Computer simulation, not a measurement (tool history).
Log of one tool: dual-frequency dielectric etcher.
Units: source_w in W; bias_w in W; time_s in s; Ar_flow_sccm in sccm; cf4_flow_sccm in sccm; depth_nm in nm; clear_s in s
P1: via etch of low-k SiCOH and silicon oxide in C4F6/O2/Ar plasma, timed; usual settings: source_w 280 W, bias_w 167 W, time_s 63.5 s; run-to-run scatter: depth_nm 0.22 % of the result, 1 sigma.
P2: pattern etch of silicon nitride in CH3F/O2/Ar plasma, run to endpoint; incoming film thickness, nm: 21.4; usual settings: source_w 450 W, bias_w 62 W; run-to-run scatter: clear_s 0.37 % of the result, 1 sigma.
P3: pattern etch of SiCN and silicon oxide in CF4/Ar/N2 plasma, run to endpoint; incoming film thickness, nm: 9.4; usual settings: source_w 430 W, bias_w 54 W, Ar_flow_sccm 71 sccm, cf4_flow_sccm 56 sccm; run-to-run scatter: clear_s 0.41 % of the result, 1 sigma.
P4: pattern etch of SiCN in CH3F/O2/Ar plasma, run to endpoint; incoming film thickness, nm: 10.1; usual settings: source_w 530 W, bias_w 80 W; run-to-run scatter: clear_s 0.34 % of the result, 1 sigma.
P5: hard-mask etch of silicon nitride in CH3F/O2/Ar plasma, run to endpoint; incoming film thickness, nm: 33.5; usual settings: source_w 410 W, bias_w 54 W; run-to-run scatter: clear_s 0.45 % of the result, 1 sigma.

| run | day | process | source_w | bias_w | time_s | Ar_flow_sccm | cf4_flow_sccm | depth_nm | clear_s |
|---|---|---|---|---|---|---|---|---|---|
| 1 | 0.708 | P1 | 280 | 167 | 63.5 |  |  | 142.45 |  |
| 2 | 1.146 | P2 | 450 | 42 |  |  |  |  | 36.0740 |
| 3 | 1.592 | P1 | 220 | 167 | 63.5 |  |  | 130.58 |  |
| 4 | 1.983 | P1 | 280 | 167 | 92.5 |  |  | 208.40 |  |
| 5 | 2.500 | P4 | 660 | 80 |  |  |  |  | 21.8350 |
| 6 | 2.929 | P4 | 530 | 80 |  |  |  |  | 23.7950 |
| 7 | 3.312 | P2 | 450 | 62 |  |  |  |  | 32.0860 |
|  | 3.729 | bias power generator calibrated |
| 8 | 3.875 | P4 | 530 | 113 |  |  |  |  | 21.0470 |
| 9 | 4.575 | P1 | 280 | 167 | 63.5 |  |  | 143.00 |  |
| 10 | 5.117 | P3 | 430 | 54 |  | 71 | 67 |  | 11.8330 |
| 11 | 5.500 | P3 | 430 | 54 |  | 71 | 56 |  | 12.0850 |
| 12 | 5.938 | P5 | 410 | 54 |  |  |  |  | 53.1460 |
| 13 | 6.575 | P3 | 540 | 54 |  | 71 | 56 |  | 9.9086 |
| 14 | 7.088 | P1 | 360 | 167 | 63.5 |  |  | 157.74 |  |
| 15 | 7.429 | P1 | 280 | 167 | 63.5 |  |  | 142.68 |  |
| 16 | 7.842 | P5 | 260 | 54 |  |  |  |  | 62.7510 |
| 17 | 8.538 | P5 | 410 | 73 |  |  |  |  | 47.4320 |
| 18 | 9.233 | P3 | 430 | 54 |  | 71 | 56 |  | 12.1610 |

Run 19 comes next. What will it give?
| 19 | 9.875 | P3 | 430 | 35 |  | 71 | 56 |  | ? |

clear_s: 13.7520 s
